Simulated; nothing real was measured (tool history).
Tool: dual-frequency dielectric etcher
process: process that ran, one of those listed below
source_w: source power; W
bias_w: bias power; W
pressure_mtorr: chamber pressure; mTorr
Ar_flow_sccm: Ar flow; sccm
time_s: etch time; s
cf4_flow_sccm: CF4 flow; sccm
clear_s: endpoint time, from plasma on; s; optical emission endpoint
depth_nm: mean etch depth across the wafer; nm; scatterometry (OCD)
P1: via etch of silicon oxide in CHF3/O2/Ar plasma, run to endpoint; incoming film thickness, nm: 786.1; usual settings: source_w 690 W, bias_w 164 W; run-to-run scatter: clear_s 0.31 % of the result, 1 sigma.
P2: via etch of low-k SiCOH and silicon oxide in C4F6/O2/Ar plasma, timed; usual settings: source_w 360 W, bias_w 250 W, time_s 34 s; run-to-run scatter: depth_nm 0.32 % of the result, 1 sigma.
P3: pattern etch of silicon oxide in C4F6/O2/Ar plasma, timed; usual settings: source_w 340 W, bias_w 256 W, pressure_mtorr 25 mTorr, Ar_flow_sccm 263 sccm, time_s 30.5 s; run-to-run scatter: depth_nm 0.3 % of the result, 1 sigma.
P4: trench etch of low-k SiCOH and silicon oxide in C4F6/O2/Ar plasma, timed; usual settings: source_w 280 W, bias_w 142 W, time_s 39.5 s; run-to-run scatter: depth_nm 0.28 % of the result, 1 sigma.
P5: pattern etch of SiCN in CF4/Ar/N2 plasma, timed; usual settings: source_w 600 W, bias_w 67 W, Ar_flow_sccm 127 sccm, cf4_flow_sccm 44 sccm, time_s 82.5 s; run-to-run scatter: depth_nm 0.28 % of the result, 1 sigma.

run   hour  process  source_w  bias_w  pressure_mtorr  Ar_flow_sccm  time_s  cf4_flow_sccm  hours since the last wet clean  hours since the last source power generator calibration  hours since the last bias power generator calibration  clear_s  depth_nm
  1    4.8       P1       690     164                                                                                384.9                                                   1286.1                                                  745.5   381.48
  2   10.6       P3       340     256              25           263    30.5                                          390.7                                                   1291.9                                                  751.3             101.66
  3   16.6       P1       690     164                                                                                396.7                                                   1297.9                                                  757.3   381.91
  4   25.1       P3       340     256              25           203    30.5                                          405.2                                                   1306.4                                                  765.8             104.85
  5   31.9       P1       430     210                                                                                  412                                                   1313.2                                                  772.6    421.9
  6     37       P5       600      67                           127    82.5             44                           417.1                                                   1318.3                                                  777.7             80.488
  7   45.2       P4       280      84                                  39.5                                          425.3                                                   1326.5                                                  785.9             88.991
  8   53.8       P3       420     256              25           263    30.5                                          433.9                                                   1335.1                                                  794.5             110.41
  9     61       P1       910     164                                                                                441.1                                                   1342.3                                                  801.7   342.43
 10   70.5       P1       690     200                                                                                450.6                                                   1351.8                                                  811.2   357.55
 11   79.5       P4       280     142                                  39.5                                          459.6                                                   1360.8                                                  820.2             102.81
 12     84       P1       690     164                                                                                464.1                                                   1365.3                                                  824.7   378.93
 13   89.1       P2       360     250                                  43.5                                          469.2                                                   1370.4                                                  829.8             109.69
 14   94.1       P5       600      40                           127    82.5             44                           474.2                                                   1375.4                                                  834.8             66.855
 15  101.6       P3       340     256            29.5           263    30.5                                          481.7                                                   1382.9                                                  842.3             99.466
 16  110.6       P3       340     256              25           263    23.5                                          490.7                                                   1391.9                                                  851.3             78.488
 17  117.1       P5       480      67                           127    82.5             44                           497.2                                                   1398.4                                                  857.8             66.645
 18  123.2       P5       600      67                           153    82.5             44                           503.3                                                   1404.5                                                  863.9             78.011
 19  129.6       P5       600      67                           127   118.5             44                           509.7                                                   1410.9                                                  870.3             115.72
 20  137.6       P5       600      67                           127    82.5             62                           517.7                                                   1418.9                                                  878.3              85.21
 21  145.4       P4       390     142                                  39.5                                          525.5                                                   1426.7                                                  886.1             117.31
 22    153       P2       430     250                                    34                                          533.1                                                   1434.3                                                  893.7             91.605
 23  162.8       P1       690     164                                                                                542.9                                                   1444.1                                                  903.5   382.95
 24  170.4       P1       690     164                                                                                550.5                                                   1451.7                                                  911.1   380.32
 25    176       P3       340     256              25           263    30.5                                          556.1                                                   1457.3                                                  916.7             101.85
 26  183.6       P4       280     142                                  54.5                                          563.7                                                   1464.9                                                  924.3             142.04
 27  190.8       P2       360     250                                    34                                          570.9                                                   1472.1                                                  931.5             85.566
 28    199       P5       600      67                           127    82.5             44                           579.1                                                   1480.3                                                  939.7             80.838
 29  206.7       P3       340     346              25           263    30.5                                          586.8                                                     1488                                                  947.4             113.35
 30  216.1       P1       690     131                                                                                596.2                                                   1497.4                                                  956.8   411.45
 31  222.2       P2       360     350                                    34                                          602.3                                                   1503.5                                                  962.9             96.339
 32    228       P1       430     164                                                                                608.1                                                   1509.3                                                  968.7   456.19
 33  235.8       P2       360     250                                    34                                          615.9                                                   1517.1                                                  976.5             85.418
 34    242       P1       690     164                                                                                622.1                                                   1523.3                                                  982.7   381.59
 35  251.4       P1       690     164                                                                                631.5                                                   1532.7                                                  992.1   379.76
 36  255.7       P1       690     164                                                                                635.8                                                     1537                                                  996.4   378.49
 37  264.3       P1       690     164                                                                                644.4                                                   1545.6                                                   1005   375.04
     268.2  -- wet clean of the chamber
 38  271.6       P1       690     164                                                                                  3.5                                                   1552.9                                                 1012.3   377.03
 39  279.3       P1       690     164                                                                                 11.2                                                   1560.6                                                   1020   377.08
 40  286.3       P1       690     164                                                                                 18.2                                                   1567.6                                                   1027   377.03
 41  293.5       P1       690     164                                                                                 25.4                                                   1574.8                                                 1034.2   376.81
 42  302.2       P1       690     164                                                                                 34.1                                                   1583.5                                                 1042.9   376.66
 43  309.8       P1       690     164                                                                                 41.7                                                   1591.1                                                 1050.5   377.64

What P1 gives has crept away from where it was. These 2 causes fit the log equally well, each at the size given:
A: source power that arrives over what is set, % = 4.15
B: bias power that arrives over what is set, % = 4.9
The creep began at about hour 242.
Why every other cause is out:
chamber walls in a state that raises the etch rate, %: serviced at hour 268.2, which brought nothing back

4 check runs are offered, one wafer each, their results left as question marks. Which one tells the causes apart?
check 1  317.4       P4       280     100                                  39.5                                                                                                                                                                                 ?
check 2  317.4       P3       340     256              25           212    24.5                                                                                                                                                                                 ?
check 3  317.4       P2       360     331                                    34                                                                                                                                                                                 ?
check 4  317.4       P5       600      43                           127    82.5             61                                                                                                                                                                  ?

What each check would give under each cause:
  check    result    if A    if B
check 1  depth_nm  94.539  94.283
check 2  depth_nm  84.957  85.041
check 3  depth_nm  96.043  96.221
check 4  depth_nm   76.12  74.566
How far apart the two closest causes lie, in the result that separates them most: check 1 0.27 %; check 2 0.1 %; check 3 0.19 %; check 4 2.06 %
Check 4 tells the causes apart: in the others they would give nearly the same result.

Check 4 was then run and gave: depth_nm 75.959 nm. Which cause is it?

It is A: source power that arrives over what is set, %.
